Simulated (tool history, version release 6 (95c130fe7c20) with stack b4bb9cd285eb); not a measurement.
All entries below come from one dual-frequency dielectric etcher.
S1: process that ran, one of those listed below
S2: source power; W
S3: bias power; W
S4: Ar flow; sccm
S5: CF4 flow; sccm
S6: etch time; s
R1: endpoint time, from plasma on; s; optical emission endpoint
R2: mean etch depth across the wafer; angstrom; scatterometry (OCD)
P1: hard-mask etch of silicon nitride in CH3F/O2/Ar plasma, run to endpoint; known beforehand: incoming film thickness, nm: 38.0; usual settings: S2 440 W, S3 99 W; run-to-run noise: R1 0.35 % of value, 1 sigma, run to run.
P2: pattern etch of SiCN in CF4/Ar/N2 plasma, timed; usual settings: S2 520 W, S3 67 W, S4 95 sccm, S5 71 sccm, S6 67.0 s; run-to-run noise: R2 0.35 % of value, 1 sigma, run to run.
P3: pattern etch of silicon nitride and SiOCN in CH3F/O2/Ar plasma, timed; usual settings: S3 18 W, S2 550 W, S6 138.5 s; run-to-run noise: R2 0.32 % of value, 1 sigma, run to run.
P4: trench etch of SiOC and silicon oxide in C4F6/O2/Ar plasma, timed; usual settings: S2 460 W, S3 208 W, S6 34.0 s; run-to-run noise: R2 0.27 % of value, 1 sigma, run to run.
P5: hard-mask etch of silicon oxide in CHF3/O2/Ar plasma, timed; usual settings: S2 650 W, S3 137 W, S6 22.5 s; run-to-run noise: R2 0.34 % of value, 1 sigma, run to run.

| run | hour | S1 | S2 | S3 | S4 | S5 | S6 | R1 | R2 |
|---|---|---|---|---|---|---|---|---|---|
| 1 | 14.3 | P1 | 440 | 99 |  |  |  | 46.854 |  |
| 2 | 30.4 | P2 | 520 | 67 | 95 | 46 | 67.0 |  | 602.17 |
| 3 | 45.1 | P3 | 440 | 18 |  |  | 138.5 |  | 173.83 |
| 4 | 61.8 | P5 | 840 | 137 |  |  | 22.5 |  | 467.52 |
| 5 | 71.8 | P1 | 550 | 99 |  |  |  | 42.971 |  |
| 6 | 88.0 | P1 | 440 | 99 |  |  |  | 46.440 |  |
| 7 | 102.5 | P1 | 440 | 99 |  |  |  | 46.729 |  |
| 8 | 119.1 | P5 | 650 | 137 |  |  | 33.0 |  | 622.25 |
| 9 | 127.8 | P5 | 650 | 105 |  |  | 22.5 |  | 388.78 |
| 10 | 137.8 | P1 | 340 | 66 |  |  |  | 59.267 |  |
| 11 | 154.2 | P1 | 440 | 99 |  |  |  | 46.598 |  |
| 12 | 169.0 | P1 | 440 | 72 |  |  |  | 52.721 |  |
| 13 | 185.2 | P4 | 370 | 208 |  |  | 34.0 |  | 697.76 |
| 14 | 199.0 | P2 | 520 | 67 | 95 | 71 | 67.0 |  | 642.31 |
| 15 | 208.3 | P1 | 320 | 99 |  |  |  | 52.846 |  |
| 16 | 220.3 | P3 | 550 | 22 |  |  | 138.5 |  | 204.48 |
| 17 | 236.2 | P2 | 520 | 67 | 130 | 71 | 67.0 |  | 616.31 |
| 18 | 252.6 | P1 | 300 | 125 |  |  |  | 49.080 |  |
| 19 | 260.4 | P2 | 680 | 67 | 95 | 71 | 67.0 |  | 813.58 |
| 20 | 276.2 | P1 | 440 | 99 |  |  |  | 46.913 |  |
| 21 | 287.0 | P4 | 460 | 208 |  |  | 49.5 |  | 1111.10 |
| 22 | 302.0 | P3 | 550 | 18 |  |  | 138.5 |  | 188.08 |
| 23 | 312.8 | P1 | 440 | 120 |  |  |  | 43.800 |  |
| 24 | 329.9 | P3 | 550 | 18 |  |  | 95.0 |  | 129.19 |
| 25 | 344.0 | P2 | 520 | 50 | 95 | 71 | 67.0 |  | 587.94 |
| 26 | 360.7 | P4 | 460 | 250 |  |  | 34.0 |  | 804.11 |
|  | 369.2 | bias power generator calibrated |
| 27 | 376.4 | P4 | 460 | 208 |  |  | 34.0 |  | 759.42 |
| 28 | 390.5 | P2 | 520 | 67 | 95 | 71 | 94.5 |  | 907.89 |
| 29 | 401.3 | P2 | 520 | 67 | 95 | 71 | 67.0 |  | 642.50 |
| 30 | 415.7 | P5 | 650 | 137 |  |  | 22.5 |  | 421.36 |
| 31 | 424.4 | P1 | 440 | 99 |  |  |  | 46.937 |  |
| 32 | 439.3 | P1 | 440 | 99 |  |  |  | 47.399 |  |
| 33 | 455.7 | P1 | 440 | 99 |  |  |  | 47.500 |  |
|  | 468.5 | wet clean of the chamber |
| 34 | 472.9 | P1 | 440 | 99 |  |  |  | 47.465 |  |
| 35 | 483.9 | P1 | 440 | 99 |  |  |  | 47.591 |  |
| 36 | 497.1 | P1 | 440 | 99 |  |  |  | 47.336 |  |
| 37 | 508.2 | P1 | 440 | 99 |  |  |  | 47.580 |  |

The log shows P1 creeping away from where it was. Any of the 2 causes listed here, at the size stated for it, fits the log just as well as the others:
A: source power that arrives under what is set, % = 4.61
B: bias power that arrives under what is set, % = 4.74
The creep began at about hour 424.4.
Why every other cause is out:
chamber walls in a state that lowers the etch rate, %: its service at hour 468.5 followed the start of the drift and did not put the process back to its old value

Each of the 4 check runs below uses one wafer; its results are left as question marks. Which run tells the causes apart?
| check 1 | 519.3 | P2 | 520 | 67 | 95 | 71 | 67.0 |  | ? |
| check 2 | 519.3 | P3 | 550 | 18 |  |  | 138.5 |  | ? |
| check 3 | 519.3 | P5 | 650 | 137 |  |  | 22.5 |  | ? |
| check 4 | 519.3 | P4 | 460 | 208 |  |  | 34.0 |  | ? |

Outcome of each check run for each possible cause:
| check | result | if A | if B |
|---|---|---|---|
| check 1 | R2 | 617.39 | 633.33 |
| check 2 | R2 | 185.25 | 184.68 |
| check 3 | R2 | 415.65 | 416.97 |
| check 4 | R2 | 745.61 | 747.58 |
Per-check spread between the two closest causes, in the result where they differ most: check 1 2.55 %; check 2 0.31 %; check 3 0.32 %; check 4 0.27 %
Only check 1 tells the causes apart: in the others they would give nearly the same result.

With check 1 done, the readings were: R2 632.90 angstrom. Identify which of the listed causes applies.

Of the candidate causes, it is B: bias power that arrives under what is set, %.

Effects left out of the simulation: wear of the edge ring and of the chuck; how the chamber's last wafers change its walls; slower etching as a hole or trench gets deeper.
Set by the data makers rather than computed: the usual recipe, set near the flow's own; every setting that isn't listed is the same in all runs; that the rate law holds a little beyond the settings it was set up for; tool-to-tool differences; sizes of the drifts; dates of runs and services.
